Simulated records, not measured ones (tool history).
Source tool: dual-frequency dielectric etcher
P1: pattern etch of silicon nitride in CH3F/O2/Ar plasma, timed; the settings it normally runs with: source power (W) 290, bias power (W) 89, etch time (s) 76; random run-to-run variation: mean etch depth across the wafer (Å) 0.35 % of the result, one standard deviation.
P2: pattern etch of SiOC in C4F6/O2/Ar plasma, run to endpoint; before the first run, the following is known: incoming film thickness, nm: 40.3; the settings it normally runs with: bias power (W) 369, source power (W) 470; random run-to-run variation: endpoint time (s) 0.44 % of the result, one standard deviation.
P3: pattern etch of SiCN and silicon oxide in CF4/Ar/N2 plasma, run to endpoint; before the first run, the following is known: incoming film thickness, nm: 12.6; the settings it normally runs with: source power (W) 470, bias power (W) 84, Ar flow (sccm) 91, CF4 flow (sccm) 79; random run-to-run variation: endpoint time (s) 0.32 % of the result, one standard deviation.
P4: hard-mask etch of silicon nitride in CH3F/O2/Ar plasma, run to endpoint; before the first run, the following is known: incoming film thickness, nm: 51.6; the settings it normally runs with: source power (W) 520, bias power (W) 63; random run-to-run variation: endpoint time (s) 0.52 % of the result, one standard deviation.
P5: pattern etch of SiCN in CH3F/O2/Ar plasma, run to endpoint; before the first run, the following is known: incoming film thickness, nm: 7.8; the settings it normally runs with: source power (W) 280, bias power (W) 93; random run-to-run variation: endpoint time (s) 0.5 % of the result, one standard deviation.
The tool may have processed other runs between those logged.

run   hour  process that ran  source power (W)  bias power (W)  etch time (s)  Ar flow (sccm)  CF4 flow (sccm)  hours since the last wet clean  hours since the last source power generator calibration  hours since the last bias power generator calibration  mean etch depth across the wafer (Å)  endpoint time (s)
  1    7.3                P1               290              89             76                                                            372.5                                                   2942.4                                                   1623                                501.84
  2   15.6                P3               470              84                             91               79                           380.8                                                   2950.7                                                 1631.3                                                   13.038
  3   20.8                P3               470              84                             91               64                             386                                                   2955.9                                                 1636.5                                                   13.356
  4   29.6                P1               290             109             50                                                            394.8                                                   2964.7                                                 1645.3                                 357.8
  5   36.7                P1               180              89             76                                                            401.9                                                   2971.8                                                 1652.4                                415.98
  6   43.8                P1               290              73             76                                                              409                                                   2978.9                                                 1659.5                                465.66
  7   49.7                P5               280              93                                                                           414.9                                                   2984.8                                                 1665.4                                                   21.694
      50.2  -- bias power generator calibrated
  8   56.7                P2               630             369                                                                           421.9                                                   2991.8                                                    6.6                                                   12.746
  9   65.2                P2               470             369                                                                           430.4                                                   3000.3                                                   15.1                                                   14.391
 10   70.9                P5               180              93                                                                           436.1                                                     3006                                                   20.8                                                    25.32
 11   78.4                P2               470             470                                                                           443.6                                                   3013.5                                                   28.3                                                   13.158
 12   86.8                P4               520              63                                                                             452                                                   3021.9                                                   36.7                                                   72.378
 13   91.5                P1               290              89             76                                                            456.7                                                   3026.6                                                   41.4                                499.41
 14   97.5                P1               290              89             76                                                            462.7                                                   3032.6                                                   47.4                                499.82
 15  105.3                P1               290             106             76                                                            470.5                                                   3040.4                                                   55.2                                537.05
     107.5  -- source power generator calibrated
 16  112.2                P3               370              84                             91               79                           477.4                                                      4.8                                                   62.1                                                   16.152
 17  119.2                P1               220             115             76                                                            484.4                                                     11.8                                                   69.1                                498.14
       121  -- wet clean of the chamber
 18  123.4                P1               290              89          101.5                                                              2.4                                                       16                                                   73.3                                666.51
 19  132.1                P1               290              89             76                                                             11.1                                                     24.7                                                     82                                502.05
 20  137.8                P2               470             369                                                                            16.8                                                     30.4                                                   87.7                                                   14.254
 21  145.9                P4               390              63                                                                            24.9                                                     38.5                                                   95.8                                                   81.239
 22  153.9                P3               470              55                             91               79                            32.9                                                     46.5                                                  103.8                                                   14.999
 23  162.8                P3               470              84                             91               79                            41.8                                                     55.4                                                  112.7                                                   13.068
 24  171.6                P1               290              89             76                                                             50.6                                                     64.2                                                  121.5                                500.13

Run 25 is up next; what results do you expect?
 25   177                P4               520              76                                                                              56                                                     69.6                                                  126.9                                                        ?

{"run 25": {"endpoint time (s)": 68.109}}

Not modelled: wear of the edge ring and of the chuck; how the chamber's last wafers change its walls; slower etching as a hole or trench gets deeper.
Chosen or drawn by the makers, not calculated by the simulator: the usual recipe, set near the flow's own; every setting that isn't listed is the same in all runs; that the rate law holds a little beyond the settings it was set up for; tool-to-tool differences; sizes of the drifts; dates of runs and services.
